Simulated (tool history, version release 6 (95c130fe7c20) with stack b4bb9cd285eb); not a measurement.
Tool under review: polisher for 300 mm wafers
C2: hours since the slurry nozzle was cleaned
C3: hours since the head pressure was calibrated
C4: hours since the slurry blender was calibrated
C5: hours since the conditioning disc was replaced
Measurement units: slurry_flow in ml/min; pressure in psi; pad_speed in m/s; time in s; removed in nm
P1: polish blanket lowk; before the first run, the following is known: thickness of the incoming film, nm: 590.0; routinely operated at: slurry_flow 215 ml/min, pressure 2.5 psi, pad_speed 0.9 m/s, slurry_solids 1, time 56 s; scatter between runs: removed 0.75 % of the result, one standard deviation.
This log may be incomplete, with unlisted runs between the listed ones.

{"run": 1, "day": 0.192, "slurry_flow": 215, "pressure": 2.5, "pad_speed": 0.9, "slurry_solids": 1, "time": 56, "wafers polished on this pad": 341, "C2": 268.2, "C3": 805.7, "C4": 152.8, "C5": 112.2, "removed": 26.256}
{"run": 2, "day": 0.35, "slurry_flow": 215, "pressure": 1.4, "pad_speed": 1.26, "slurry_solids": 1, "time": 56, "wafers polished on this pad": 378, "C2": 272, "C3": 809.5, "C4": 156.6, "C5": 116, "removed": 19.373}
{"run": 3, "day": 0.542, "slurry_flow": 130, "pressure": 2.5, "pad_speed": 0.9, "slurry_solids": 1, "time": 56, "wafers polished on this pad": 423, "C2": 276.6, "C3": 814.1, "C4": 161.2, "C5": 120.6, "removed": 24.104}
{"run": 4, "day": 0.812, "slurry_flow": 215, "pressure": 2.5, "pad_speed": 1.28, "slurry_solids": 1, "time": 56, "wafers polished on this pad": 486, "C2": 283.1, "C3": 820.6, "C4": 167.7, "C5": 127.1, "removed": 34.757}
{"run": 5, "day": 1.108, "slurry_flow": 215, "pressure": 2.5, "pad_speed": 0.9, "slurry_solids": 0.5, "time": 56, "wafers polished on this pad": 556, "C2": 290.2, "C3": 827.7, "C4": 174.8, "C5": 134.2, "removed": 18.198}
{"run": 6, "day": 1.304, "slurry_flow": 215, "pressure": 2.5, "pad_speed": 0.9, "slurry_solids": 1, "time": 30, "wafers polished on this pad": 602, "C2": 294.9, "C3": 832.4, "C4": 179.5, "C5": 138.9, "removed": 13.985}
{"run": 7, "day": 1.5, "slurry_flow": 215, "pressure": 2.5, "pad_speed": 0.4, "slurry_solids": 1, "time": 56, "wafers polished on this pad": 648, "C2": 299.6, "C3": 837.1, "C4": 184.2, "C5": 143.6, "removed": 13.616}
{"run": 8, "day": 1.671, "slurry_flow": 215, "pressure": 2.5, "pad_speed": 0.9, "slurry_solids": 1, "time": 56, "wafers polished on this pad": 688, "C2": 303.7, "C3": 841.2, "C4": 188.3, "C5": 147.7, "removed": 26.301}
{"day": 1.746, "done": "conditioning disc replaced and pad reconditioned"}
{"run": 9, "day": 1.958, "slurry_flow": 215, "pressure": 3.9, "pad_speed": 0.9, "slurry_solids": 1, "time": 56, "wafers polished on this pad": 756, "C2": 310.6, "C3": 848.1, "C4": 195.2, "C5": 5.2, "removed": 41.643}
{"run": 10, "day": 2.154, "slurry_flow": 215, "pressure": 2.5, "pad_speed": 0.9, "slurry_solids": 1.5, "time": 56, "wafers polished on this pad": 802, "C2": 315.3, "C3": 852.8, "C4": 199.9, "C5": 9.9, "removed": 30.988}
{"run": 11, "day": 2.521, "slurry_flow": 215, "pressure": 2.5, "pad_speed": 0.9, "slurry_solids": 1, "time": 56, "wafers polished on this pad": 888, "C2": 324.1, "C3": 861.6, "C4": 208.7, "C5": 18.7, "removed": 26.07}
{"run": 12, "day": 2.704, "slurry_flow": 330, "pressure": 2.5, "pad_speed": 0.9, "slurry_solids": 1, "time": 56, "wafers polished on this pad": 931, "C2": 328.5, "C3": 866, "C4": 213.1, "C5": 23.1, "removed": 27.066}
{"run": 13, "day": 2.867, "slurry_flow": 285, "pressure": 2.5, "pad_speed": 0.9, "slurry_solids": 1, "time": 36, "wafers polished on this pad": 969, "C2": 332.4, "C3": 869.9, "C4": 217, "C5": 27, "removed": 17.556}
{"day": 2.875, "done": "slurry blender recalibrated"}
{"run": 14, "day": 3.175, "slurry_flow": 215, "pressure": 2.5, "pad_speed": 0.9, "slurry_solids": 1, "time": 85, "wafers polished on this pad": 1042, "C2": 339.8, "C3": 877.3, "C4": 7.2, "C5": 34.4, "removed": 39.615}
{"run": 15, "day": 3.421, "slurry_flow": 215, "pressure": 1.1, "pad_speed": 0.9, "slurry_solids": 1, "time": 56, "wafers polished on this pad": 1100, "C2": 345.7, "C3": 883.2, "C4": 13.1, "C5": 40.3, "removed": 11.58}
{"run": 16, "day": 3.679, "slurry_flow": 215, "pressure": 2.5, "pad_speed": 0.9, "slurry_solids": 1, "time": 56, "wafers polished on this pad": 1160, "C2": 351.9, "C3": 889.4, "C4": 19.3, "C5": 46.5, "removed": 25.832}
{"run": 17, "day": 3.892, "slurry_flow": 130, "pressure": 1.8, "pad_speed": 0.9, "slurry_solids": 1, "time": 56, "wafers polished on this pad": 1210, "C2": 357, "C3": 894.5, "C4": 24.4, "C5": 51.6, "removed": 17.318}
{"run": 18, "day": 4.129, "slurry_flow": 215, "pressure": 2.5, "pad_speed": 0.9, "slurry_solids": 1, "time": 56, "wafers polished on this pad": 1266, "C2": 362.7, "C3": 900.2, "C4": 30.1, "C5": 57.3, "removed": 25.985}
{"run": 19, "day": 4.462, "slurry_flow": 215, "pressure": 2.5, "pad_speed": 0.9, "slurry_solids": 1, "time": 56, "wafers polished on this pad": 1344, "C2": 370.7, "C3": 908.2, "C4": 38.1, "C5": 65.3, "removed": 24.879}
{"run": 20, "day": 4.754, "slurry_flow": 215, "pressure": 2.5, "pad_speed": 0.9, "slurry_solids": 1, "time": 56, "wafers polished on this pad": 1413, "C2": 377.7, "C3": 915.2, "C4": 45.1, "C5": 72.3, "removed": 24.524}
{"run": 21, "day": 5.038, "slurry_flow": 215, "pressure": 2.5, "pad_speed": 0.9, "slurry_solids": 1, "time": 56, "wafers polished on this pad": 1480, "C2": 384.5, "C3": 922, "C4": 51.9, "C5": 79.1, "removed": 24.215}
{"day": 5.196, "done": "head pressure recalibrated"}
{"run": 22, "day": 5.2, "slurry_flow": 215, "pressure": 2.5, "pad_speed": 0.9, "slurry_solids": 1, "time": 56, "wafers polished on this pad": 1518, "C2": 388.4, "C3": 0.1, "C4": 55.8, "C5": 83, "removed": 23.944}
{"run": 23, "day": 5.446, "slurry_flow": 215, "pressure": 2.5, "pad_speed": 0.9, "slurry_solids": 1, "time": 56, "wafers polished on this pad": 1576, "C2": 394.3, "C3": 6, "C4": 61.7, "C5": 88.9, "removed": 23.88}
{"day": 5.475, "done": "slurry nozzle cleaned"}
{"day": 5.517, "done": "conditioning disc replaced and pad reconditioned"}
{"run": 24, "day": 5.754, "slurry_flow": 215, "pressure": 2.5, "pad_speed": 0.9, "slurry_solids": 1, "time": 56, "wafers polished on this pad": 1648, "C2": 6.7, "C3": 13.4, "C4": 69.1, "C5": 5.8, "removed": 23.833}
{"run": 25, "day": 6.042, "slurry_flow": 215, "pressure": 2.5, "pad_speed": 0.9, "slurry_solids": 1, "time": 56, "wafers polished on this pad": 1716, "C2": 13.6, "C3": 20.3, "C4": 76, "C5": 12.7, "removed": 24.188}

The log shows P1 creeping away from where it was. Any of the 2 causes listed here, at the size stated for it, fits the log just as well as the others:
A: removal rate lost through wear of the pad, % = 8.44
B: abrasive missing from the slurry, % = 16.9
The onset of the drift is placed at about day 4.129.
Every other cause this tool's parts could produce, and why it does not fit the log:
slurry flow missing at the pad, %: serviced at day 5.475, which brought nothing back
head's pressure below its setpoint, %: serviced at day 5.196, which brought nothing back
time polished since the conditioner stopped cutting, s: serviced at day 5.517, which brought nothing back

Of the 4 check runs below, each run on 5 wafers with the results averaged and each result still a question mark, which one would tell the listed causes apart?
{"run": "check 1", "day": 6.329, "slurry_flow": 215, "pressure": 3.6, "pad_speed": 0.9, "slurry_solids": 1, "time": 56, "removed": "?"}
{"run": "check 2", "day": 6.329, "slurry_flow": 215, "pressure": 3.4, "pad_speed": 0.4, "slurry_solids": 1, "time": 56, "removed": "?"}
{"run": "check 3", "day": 6.329, "slurry_flow": 215, "pressure": 1.4, "pad_speed": 0.9, "slurry_solids": 1, "time": 56, "removed": "?"}
{"run": "check 4", "day": 6.329, "slurry_flow": 215, "pressure": 2.5, "pad_speed": 0.9, "slurry_solids": 0.6, "time": 42, "removed": "?"}

How each check would come out, cause by cause:
check=check_1 result=removed if_A=34.572 if_B=34.564
check=check_2 result=removed if_A=17.067 if_B=17.063
check=check_3 result=removed if_A=13.445 if_B=13.442
check=check_4 result=removed if_A=13.819 if_B=13.497
Per-check spread between the two closest causes, in the result where they differ most: check 1 0.02 %; check 2 0.02 %; check 3 0.02 %; check 4 2.36 %
Check 4 tells the causes apart: in the others they would give nearly the same result.

Check 4 was carried out, with these results: removed 13.813 nm. Which of the listed causes is responsible?

The cause is A: removal rate lost through wear of the pad, %.
